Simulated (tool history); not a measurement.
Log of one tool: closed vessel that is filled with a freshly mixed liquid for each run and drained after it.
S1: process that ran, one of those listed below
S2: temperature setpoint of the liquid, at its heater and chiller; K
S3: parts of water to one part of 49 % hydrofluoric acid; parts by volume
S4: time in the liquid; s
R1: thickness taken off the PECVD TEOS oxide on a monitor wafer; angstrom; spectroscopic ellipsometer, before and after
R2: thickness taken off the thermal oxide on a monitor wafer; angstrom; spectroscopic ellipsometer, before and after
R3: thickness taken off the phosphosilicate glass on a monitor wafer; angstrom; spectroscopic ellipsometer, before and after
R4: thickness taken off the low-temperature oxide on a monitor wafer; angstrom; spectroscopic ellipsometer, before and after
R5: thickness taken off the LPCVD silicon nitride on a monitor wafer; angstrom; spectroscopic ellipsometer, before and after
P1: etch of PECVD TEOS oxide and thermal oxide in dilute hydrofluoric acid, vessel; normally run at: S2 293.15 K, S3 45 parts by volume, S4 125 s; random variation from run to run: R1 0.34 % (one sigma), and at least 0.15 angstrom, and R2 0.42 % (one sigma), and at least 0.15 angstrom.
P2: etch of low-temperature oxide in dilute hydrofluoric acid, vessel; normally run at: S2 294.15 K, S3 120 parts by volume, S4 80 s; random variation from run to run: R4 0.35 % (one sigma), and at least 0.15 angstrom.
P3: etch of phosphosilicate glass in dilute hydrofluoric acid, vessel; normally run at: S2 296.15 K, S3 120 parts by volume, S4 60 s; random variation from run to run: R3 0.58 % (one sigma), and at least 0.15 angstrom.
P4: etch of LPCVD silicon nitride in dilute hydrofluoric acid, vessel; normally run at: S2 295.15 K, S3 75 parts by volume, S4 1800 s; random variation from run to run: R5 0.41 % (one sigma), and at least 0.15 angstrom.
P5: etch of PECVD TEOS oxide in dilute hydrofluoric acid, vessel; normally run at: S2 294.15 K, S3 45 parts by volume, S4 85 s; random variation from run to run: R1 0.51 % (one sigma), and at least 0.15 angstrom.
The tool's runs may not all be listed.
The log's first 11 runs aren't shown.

run	hour	S1	S2	S3	S4	R1	R2	R3	R4	R5
12	84.6	P4	300.65	75	1800					136.320
13	92.1	P1	290.15	45	220	358.56	197.420			
14	99.2	P1	293.15	45	210	389.53	214.230			
15	105.4	P2	290.15	120	80				108.11	
16	110.8	P1	290.15	25	125	373.35	204.010			
17	119.5	P1	293.15	45	65	120.17	65.926			
18	128.9	P1	293.15	45	125	230.77	125.990			
19	133.7	P4	295.15	75	1800					95.050
20	137.9	P1	293.15	45	125	231.81	128.010			
21	142.2	P4	295.15	115	1800					62.341
22	150.9	P1	293.15	45	125	231.63	126.900			
23	155.5	P4	295.15	75	1800					94.885
# hour 158.5: hydrofluoric acid flow meter replaced
24	161.2	P5	290.15	45	85	130.24				
25	169.5	P5	294.15	45	85	154.50				
26	178.1	P3	296.15	120	115			935.83		
27	183.1	P5	294.15	25	85	285.46				
28	189.3	P2	294.15	120	150				238.37	
29	197.0	P1	298.15	45	125	284.89	155.990			
30	204.3	P1	293.15	30	60	170.01	93.403			
31	210.1	P1	293.15	65	125	156.47	85.776			
32	214.5	P1	293.15	45	125	230.62	126.890			
33	220.3	P1	293.15	45	125	226.81	124.410			
34	227.1	P1	293.15	45	125	224.81	123.450			

Run 35 comes next. What will it give?
35	235.4	P1	293.15	45	125	?	?			

R1: 221.57 angstrom
R2: 120.680 angstrom

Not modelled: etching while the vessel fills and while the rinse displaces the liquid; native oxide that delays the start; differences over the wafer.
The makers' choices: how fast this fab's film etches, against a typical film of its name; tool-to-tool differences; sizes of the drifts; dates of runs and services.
